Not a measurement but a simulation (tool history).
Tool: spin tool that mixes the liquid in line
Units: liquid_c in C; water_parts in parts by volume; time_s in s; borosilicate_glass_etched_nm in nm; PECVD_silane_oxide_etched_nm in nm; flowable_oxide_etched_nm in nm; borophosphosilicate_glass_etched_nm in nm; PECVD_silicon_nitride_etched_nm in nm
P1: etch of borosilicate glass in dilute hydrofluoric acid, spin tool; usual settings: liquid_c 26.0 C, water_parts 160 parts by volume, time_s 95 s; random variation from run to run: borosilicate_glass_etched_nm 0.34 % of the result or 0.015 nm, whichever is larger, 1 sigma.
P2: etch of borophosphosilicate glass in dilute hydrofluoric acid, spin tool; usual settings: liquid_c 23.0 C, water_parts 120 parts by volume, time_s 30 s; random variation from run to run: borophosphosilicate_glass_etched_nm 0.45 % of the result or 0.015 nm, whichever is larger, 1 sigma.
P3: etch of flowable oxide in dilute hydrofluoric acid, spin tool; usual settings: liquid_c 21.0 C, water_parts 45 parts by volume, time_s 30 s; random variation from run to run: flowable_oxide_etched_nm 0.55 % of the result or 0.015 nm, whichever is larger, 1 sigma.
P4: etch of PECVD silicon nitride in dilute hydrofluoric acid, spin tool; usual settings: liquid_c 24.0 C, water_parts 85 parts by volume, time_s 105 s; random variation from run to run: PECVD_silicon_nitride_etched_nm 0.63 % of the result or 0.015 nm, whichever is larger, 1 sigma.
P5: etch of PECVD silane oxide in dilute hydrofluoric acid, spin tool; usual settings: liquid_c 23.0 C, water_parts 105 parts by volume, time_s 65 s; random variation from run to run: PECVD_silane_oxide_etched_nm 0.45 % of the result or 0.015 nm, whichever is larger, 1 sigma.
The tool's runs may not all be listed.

run   hour  process  liquid_c  water_parts  time_s  borosilicate_glass_etched_nm  PECVD_silane_oxide_etched_nm  flowable_oxide_etched_nm  borophosphosilicate_glass_etched_nm  PECVD_silicon_nitride_etched_nm
  1    5.7       P1      26.0          160      95                       21.4200
  2   15.7       P5      23.0          105      15                                                      2.8667
  3   21.0       P3      21.0           45      15                                                                                16.290
  4   28.2       P2      23.0           30      30                                                                                                                    52.5170
  5   39.5       P2      23.0          120      30                                                                                                                    11.7940
  6   47.9       P1      26.0           85     170                       79.2100
  7   54.6       P2      23.0          120      30                                                                                                                    11.6790
  8   63.2       P5      23.0          105      65                                                     12.3970
  9   71.6       P2      17.0          120      30                                                                                                                     9.1625
 10   78.7       P2      23.0          120      45                                                                                                                    17.4910
 11   89.5       P1      33.0          160      95                       27.5790
 12   95.6       P4      24.0           85     215                                                                                                                                                      9.0181
 13  104.2       P3      21.0           70      30                                                                                20.237
 14  113.5       P3      21.0           45      30                                                                                32.449
 15  118.9       P1      26.0          160      95                       21.3980
 16  126.3       P1      26.0          160      15                        3.3619
 17  135.4       P1      26.0          160     165                       37.1550
 18  142.8       P3      28.0           45      30                                                                                43.515
 19  150.1       P5      31.0          105      65                                                     16.9600
 20  155.7       P4      24.0           85     105                                                                                                                                                      4.4182
 21  166.8       P5      23.0          105      65                                                     12.4630
 22  175.7       P5      23.0          190      65                                                      6.2892
 23  182.8       P1      26.0          270      95                       11.2390
 24  191.4       P1      26.0          285      35                        3.8828
 25  198.0       P1      26.0           45      95                       88.2950
 26  207.8       P1      26.0          160      95                       21.2740
 27  215.4       P4      32.0           85     105                                                                                                                                                      7.3668
 28  220.6       P4      24.0          150     105                                                                                                                                                      2.5130
 29  225.8       P1      26.0          160      95                       21.4210
 30  232.1       P1      19.5          160      95                       16.7910
 31  239.4       P1      22.0          240      95                       11.3570
 32  247.3       P1      26.0          160      95                       21.4200
 33  258.1       P1      26.0          160      95                       22.0940
 34  263.2       P1      26.0          160      95                       22.2940
 35  270.3       P1      26.0          160      95                       22.4960
 36  279.6       P1      26.0          160      95                       22.5770
 37  285.7       P1      26.0          160      95                       22.6010
 38  295.6       P1      26.0          160      95                       22.7020

What P1 gives has crept away from where it was. These 2 causes fit the log equally well, each at the size given:
A: hydrofluoric acid flow above the setpoint (%) = 4.64
B: liquid hotter than its thermometer reads (K) = 1.46
The creep began at about hour 247.3.

4 check runs are offered, one wafer each, their results left as question marks. Which one tells the causes apart?
check 1  305.5       P2      23.0          120      30                                                                                                                          ?
check 2  305.5       P4      24.0           85     105                                                                                                                                                           ?
check 3  305.5       P3      21.0           45      30                                                                                     ?
check 4  305.5       P5      23.0          105      65                                                           ?

What each check would give under each cause:
  check                               result     if A     if B
check 1  borophosphosilicate_glass_etched_nm  12.3610  12.4300
check 2      PECVD_silicon_nitride_etched_nm   4.6065   4.8504
check 3             flowable_oxide_etched_nm   34.198   34.661
check 4         PECVD_silane_oxide_etched_nm  13.0980  13.1880
How far apart the two closest causes lie, in the result that separates them most: check 1 0.56 %; check 2 5.16 %; check 3 1.35 %; check 4 0.68 %
Check 2 tells the causes apart: in the others they would give nearly the same result.

Then check 2 was run and gave: PECVD_silicon_nitride_etched_nm 4.5952 nm. Which cause is it?

It is A: hydrofluoric acid flow above the setpoint (%).
